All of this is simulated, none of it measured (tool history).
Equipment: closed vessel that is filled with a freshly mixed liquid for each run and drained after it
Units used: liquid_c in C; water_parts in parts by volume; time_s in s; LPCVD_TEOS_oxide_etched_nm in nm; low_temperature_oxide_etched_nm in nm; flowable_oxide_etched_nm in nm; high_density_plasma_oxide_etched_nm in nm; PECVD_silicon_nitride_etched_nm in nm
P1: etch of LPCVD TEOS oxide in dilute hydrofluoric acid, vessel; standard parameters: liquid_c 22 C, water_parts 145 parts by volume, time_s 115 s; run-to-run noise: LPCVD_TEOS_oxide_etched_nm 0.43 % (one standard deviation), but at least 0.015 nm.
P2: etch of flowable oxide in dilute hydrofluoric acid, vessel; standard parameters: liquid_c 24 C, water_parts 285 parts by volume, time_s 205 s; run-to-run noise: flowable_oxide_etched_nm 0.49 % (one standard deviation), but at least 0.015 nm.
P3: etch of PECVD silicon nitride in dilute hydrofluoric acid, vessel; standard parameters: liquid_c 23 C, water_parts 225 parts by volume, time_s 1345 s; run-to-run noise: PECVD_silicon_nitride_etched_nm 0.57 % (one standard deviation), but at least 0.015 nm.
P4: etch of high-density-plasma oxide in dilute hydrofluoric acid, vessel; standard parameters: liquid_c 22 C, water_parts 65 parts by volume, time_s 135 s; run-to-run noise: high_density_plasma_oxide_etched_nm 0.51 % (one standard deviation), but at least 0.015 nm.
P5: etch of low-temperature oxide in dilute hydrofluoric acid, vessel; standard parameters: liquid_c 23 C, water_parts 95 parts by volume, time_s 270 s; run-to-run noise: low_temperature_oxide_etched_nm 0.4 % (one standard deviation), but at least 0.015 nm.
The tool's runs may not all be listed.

run,hour,process,liquid_c,water_parts,time_s,LPCVD_TEOS_oxide_etched_nm,low_temperature_oxide_etched_nm,flowable_oxide_etched_nm,high_density_plasma_oxide_etched_nm,PECVD_silicon_nitride_etched_nm
1,8.4,P1,22,145,115,13.372,,,,
2,19.4,P1,22,145,115,13.319,,,,
3,30.1,P1,17.5,145,115,11.201,,,,
4,39.5,P5,23,95,270,,27.879,,,
5,48.5,P1,22,230,115,7.735,,,,
6,57.3,P1,22,145,115,13.492,,,,
7,68.1,P2,18.5,285,205,,,21.304,,
8,84.1,P1,22,145,50,5.8598,,,,
9,92.3,P4,22,20,135,,,,36.179,
10,110.1,P1,29,145,115,17.557,,,,
11,123.8,P1,22,145,205,23.938,,,,
12,135.5,P5,23,95,480,,49.909,,,
13,145.5,P4,22,65,260,,,,20.308,
14,162.3,P3,23,390,1345,,,,,5.6917
15,174.6,P1,22,45,115,48.843,,,,
16,185.2,P2,24,285,205,,,25.678,,
17,193.1,P5,17,95,270,,21.958,,,
18,202.1,P5,23,95,270,,27.88,,,
19,216.9,P1,17,145,165,15.767,,,,
20,230,P1,22,145,115,13.411,,,,
21,241.2,P1,22,145,115,13.421,,,,
# hour 253.2: hydrofluoric acid flow meter replaced
22,257.3,P3,28.5,225,1345,,,,,13.683
23,268.7,P4,22,65,135,,,,10.564,
24,280.3,P3,23,225,1345,,,,,9.8792
25,293.5,P2,24,110,205,,,81.198,,
26,301.9,P4,17,65,135,,,,8.5927,
27,314.1,P5,23,140,270,,18.015,,,
28,328.7,P1,22,145,115,13.501,,,,
29,342.7,P4,22,65,135,,,,10.535,
30,350.6,P1,22,145,115,13.475,,,,
31,365.7,P3,23,225,705,,,,,5.0843
32,382.5,P2,24,285,30,,,3.8037,,
33,392.4,P1,22,145,115,13.532,,,,
34,402.3,P1,22,145,115,13.178,,,,
35,419.6,P1,22,145,115,12.885,,,,
36,435.5,P1,22,145,115,12.74,,,,
37,451.4,P1,22,145,115,12.733,,,,
38,469.5,P1,22,145,115,12.494,,,,
39,480.6,P1,22,145,115,12.491,,,,
40,492.6,P1,22,145,115,12.516,,,,
41,501.5,P1,22,145,115,12.49,,,,
42,514.5,P1,22,145,115,12.361,,,,

The log shows P1 creeping away from where it was. Any of the 2 causes listed here, at the size stated for it, fits the log just as well as the others:
A: liquid colder than its thermometer reads (K) = 1.86
B: hydrofluoric acid flow below the setpoint (%) = 6.11
The process output started creeping at around hour 392.4.

4 check runs are offered, one wafer each, their results left as question marks. Which one tells the causes apart?
check 1,527.5,P5,17,130,270,,?,,,
check 2,527.5,P3,26.5,375,1345,,,,,?
check 3,527.5,P2,24,115,85,,,?,,
check 4,527.5,P4,17,65,205,,,,?,

If the cause were each of the candidates in turn, the checks would give the following:
check,result,if A,if B
check 1,low_temperature_oxide_etched_nm,14.261,14.353
check 2,PECVD_silicon_nitride_etched_nm,6.5384,6.8426
check 3,flowable_oxide_etched_nm,29.605,29.652
check 4,high_density_plasma_oxide_etched_nm,11.937,12.095
Distance between the nearest two causes, measured in the result of the check that separates them most: check 1 0.64 %; check 2 4.55 %; check 3 0.16 %; check 4 1.31 %
Check 2 tells the causes apart: in the others they would give nearly the same result.

Check 2 was carried out, with these results: PECVD_silicon_nitride_etched_nm 6.521 nm. Which of the listed causes is responsible?

Of the candidate causes, it is A: liquid colder than its thermometer reads (K).
